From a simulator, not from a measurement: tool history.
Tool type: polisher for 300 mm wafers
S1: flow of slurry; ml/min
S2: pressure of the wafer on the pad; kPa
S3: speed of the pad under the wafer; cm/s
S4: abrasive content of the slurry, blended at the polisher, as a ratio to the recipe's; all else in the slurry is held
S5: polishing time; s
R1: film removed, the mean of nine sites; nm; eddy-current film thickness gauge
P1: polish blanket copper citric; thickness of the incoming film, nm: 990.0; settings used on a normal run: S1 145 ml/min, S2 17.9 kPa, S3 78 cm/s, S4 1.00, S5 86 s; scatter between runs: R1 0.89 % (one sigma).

run,hour,S1,S2,S3,S4,S5,R1
1,17.4,145,17.9,78,1.00,86,145.660
2,30.9,145,17.9,78,1.00,86,144.520
3,44.3,145,17.9,118,1.00,86,221.560
# hour 48.5: worn pad replaced by a new one
4,61.3,85,17.9,78,1.00,86,127.990
5,77.0,145,17.9,78,1.00,86,146.160
6,91.5,145,17.9,78,1.00,135,232.430
7,101.1,145,24.8,78,1.00,86,204.000
8,110.7,145,9.7,78,1.00,86,81.271
9,125.4,145,17.9,78,1.00,86,146.320
10,140.9,145,17.9,78,0.55,86,127.980
11,153.9,190,17.9,78,1.00,86,153.890
12,163.6,85,17.9,78,0.60,86,115.250
13,175.5,145,17.9,78,1.35,86,156.420
# hour 179.5: slurry blender recalibrated
14,191.2,145,17.9,78,1.00,41,70.241
15,208.2,145,17.9,78,1.35,57,102.160
16,219.9,145,17.9,78,1.00,86,146.320
17,230.5,145,17.9,36,1.00,86,69.928
18,239.6,145,17.9,78,1.00,86,148.870
19,256.8,145,17.9,78,1.00,86,140.610
20,275.1,145,17.9,78,1.00,86,138.280
21,288.2,145,17.9,78,1.00,86,134.320
# hour 288.8: worn pad replaced by a new one
# hour 304.7: head pressure recalibrated
22,306.8,145,17.9,78,1.00,86,135.900
23,316.0,145,17.9,78,1.00,86,132.290
24,330.6,145,17.9,78,1.00,86,135.930

The log shows P1 creeping away from where it was. Any of the 2 causes listed here, at the size stated for it, fits the log just as well as the others:
A: abrasive missing from the slurry, % = 34.3
B: slurry flow missing at the pad, % = 33.3
Creep in the process output first set in at about hour 239.6.
Why every other cause is out:
removal rate lost through wear of the pad, %: was serviced at hour 288.8, once the creep was under way, yet the earlier output never came back
head's pressure below its setpoint, %: was serviced at hour 304.7, once the creep was under way, yet the earlier output never came back

4 check runs are offered, each on 2 wafers whose results are averaged, their results left as question marks. Which one tells the causes apart?
check 1,345.2,145,17.9,78,0.75,131,?
check 2,345.2,85,17.9,38,1.00,86,?
check 3,345.2,145,24.1,78,1.00,46,?
check 4,345.2,145,24.1,78,1.25,86,?

Check results expected under each cause:
check,result,if A,if B
check 1,R1,192.550,191.970
check 2,R1,59.821,56.839
check 3,R1,95.522,95.537
check 4,R1,187.000,187.480
Minimum pairwise separation of causes per check, each pair taken at its best-separating result: check 1 0.3 %; check 2 5.11 %; check 3 0.02 %; check 4 0.26 %
The causes can be told apart only by check 2. The other checks would give nearly the same results under each of them.

Then check 2 was run and gave: R1 59.779 nm. Which cause is it?

A is the cause: abrasive missing from the slurry, %.

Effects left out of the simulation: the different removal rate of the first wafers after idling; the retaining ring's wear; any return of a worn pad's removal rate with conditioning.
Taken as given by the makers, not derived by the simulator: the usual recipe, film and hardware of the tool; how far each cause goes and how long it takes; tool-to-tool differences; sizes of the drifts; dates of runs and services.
